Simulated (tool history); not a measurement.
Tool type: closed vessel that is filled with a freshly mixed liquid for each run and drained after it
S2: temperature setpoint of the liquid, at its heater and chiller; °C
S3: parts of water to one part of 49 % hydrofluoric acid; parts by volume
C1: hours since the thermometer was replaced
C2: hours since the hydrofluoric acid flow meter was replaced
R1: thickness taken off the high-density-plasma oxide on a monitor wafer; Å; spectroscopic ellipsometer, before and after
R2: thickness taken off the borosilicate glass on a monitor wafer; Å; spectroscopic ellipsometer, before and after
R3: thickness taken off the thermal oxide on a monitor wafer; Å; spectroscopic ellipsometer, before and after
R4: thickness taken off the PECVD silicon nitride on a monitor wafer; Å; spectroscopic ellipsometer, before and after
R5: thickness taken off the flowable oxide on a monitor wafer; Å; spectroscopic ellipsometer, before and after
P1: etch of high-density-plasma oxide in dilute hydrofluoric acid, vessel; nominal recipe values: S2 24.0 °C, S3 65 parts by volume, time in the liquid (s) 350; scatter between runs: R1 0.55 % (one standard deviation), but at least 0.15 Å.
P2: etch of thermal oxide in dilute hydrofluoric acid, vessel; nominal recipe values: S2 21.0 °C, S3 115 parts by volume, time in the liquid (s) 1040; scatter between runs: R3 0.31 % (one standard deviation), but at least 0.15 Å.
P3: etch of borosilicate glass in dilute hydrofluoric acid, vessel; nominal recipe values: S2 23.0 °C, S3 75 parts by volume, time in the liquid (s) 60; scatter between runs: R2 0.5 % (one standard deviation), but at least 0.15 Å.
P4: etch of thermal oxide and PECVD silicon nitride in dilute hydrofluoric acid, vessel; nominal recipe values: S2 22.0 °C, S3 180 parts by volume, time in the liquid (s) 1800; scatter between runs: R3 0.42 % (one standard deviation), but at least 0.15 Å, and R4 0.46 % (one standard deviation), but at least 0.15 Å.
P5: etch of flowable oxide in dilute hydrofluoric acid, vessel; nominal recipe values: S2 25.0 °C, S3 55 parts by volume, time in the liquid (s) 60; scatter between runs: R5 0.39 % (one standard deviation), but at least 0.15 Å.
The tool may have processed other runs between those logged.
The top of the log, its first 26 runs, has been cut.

Run 27, hour 145.9: process that ran P5, S2 25.0 °C, S3 55 parts by volume, time in the liquid (s) 60; C1 545.8; C2 715.4. Result: R5 481.19 Å.
Run 28, hour 149.3: process that ran P3, S2 23.0 °C, S3 75 parts by volume, time in the liquid (s) 60; C1 549.2; C2 718.8. Result: R2 149.94 Å.
Run 29, hour 152.5: process that ran P2, S2 21.0 °C, S3 175 parts by volume, time in the liquid (s) 1040; C1 552.4; C2 722.0. Result: R3 232.5900 Å.
Run 30, hour 157.9: process that ran P1, S2 24.0 °C, S3 65 parts by volume, time in the liquid (s) 350; C1 557.8; C2 727.4. Result: R1 304.91 Å.
Run 31, hour 161.6: process that ran P3, S2 23.0 °C, S3 75 parts by volume, time in the liquid (s) 110; C1 561.5; C2 731.1. Result: R2 275.89 Å.
Run 32, hour 167.6: process that ran P1, S2 24.0 °C, S3 65 parts by volume, time in the liquid (s) 350; C1 567.5; C2 737.1. Result: R1 305.15 Å.
Run 33, hour 173.8: process that ran P1, S2 24.0 °C, S3 65 parts by volume, time in the liquid (s) 350; C1 573.7; C2 743.3. Result: R1 296.19 Å.
Run 34, hour 177.8: process that ran P1, S2 24.0 °C, S3 65 parts by volume, time in the liquid (s) 350; C1 577.7; C2 747.3. Result: R1 295.38 Å.
Run 35, hour 184.6: process that ran P1, S2 24.0 °C, S3 65 parts by volume, time in the liquid (s) 350; C1 584.5; C2 754.1. Result: R1 287.75 Å.
Run 36, hour 189.6: process that ran P1, S2 24.0 °C, S3 65 parts by volume, time in the liquid (s) 350; C1 589.5; C2 759.1. Result: R1 288.34 Å.
Run 37, hour 196.3: process that ran P1, S2 24.0 °C, S3 65 parts by volume, time in the liquid (s) 350; C1 596.2; C2 765.8. Result: R1 285.28 Å.
Run 38, hour 202.7: process that ran P1, S2 24.0 °C, S3 65 parts by volume, time in the liquid (s) 350; C1 602.6; C2 772.2. Result: R1 282.64 Å.
Run 39, hour 208.8: process that ran P1, S2 24.0 °C, S3 65 parts by volume, time in the liquid (s) 350; C1 608.7; C2 778.3. Result: R1 284.29 Å.
Run 40, hour 214.5: process that ran P1, S2 24.0 °C, S3 65 parts by volume, time in the liquid (s) 350; C1 614.4; C2 784.0. Result: R1 280.28 Å.

Estimate the outcome of run 41 from the log above:
Run 41, hour 221.5: process that ran P1, S2 24.0 °C, S3 65 parts by volume, time in the liquid (s) 350; C1 621.4; C2 791.0. Result: R1 ?.

R1: 278.72 Å

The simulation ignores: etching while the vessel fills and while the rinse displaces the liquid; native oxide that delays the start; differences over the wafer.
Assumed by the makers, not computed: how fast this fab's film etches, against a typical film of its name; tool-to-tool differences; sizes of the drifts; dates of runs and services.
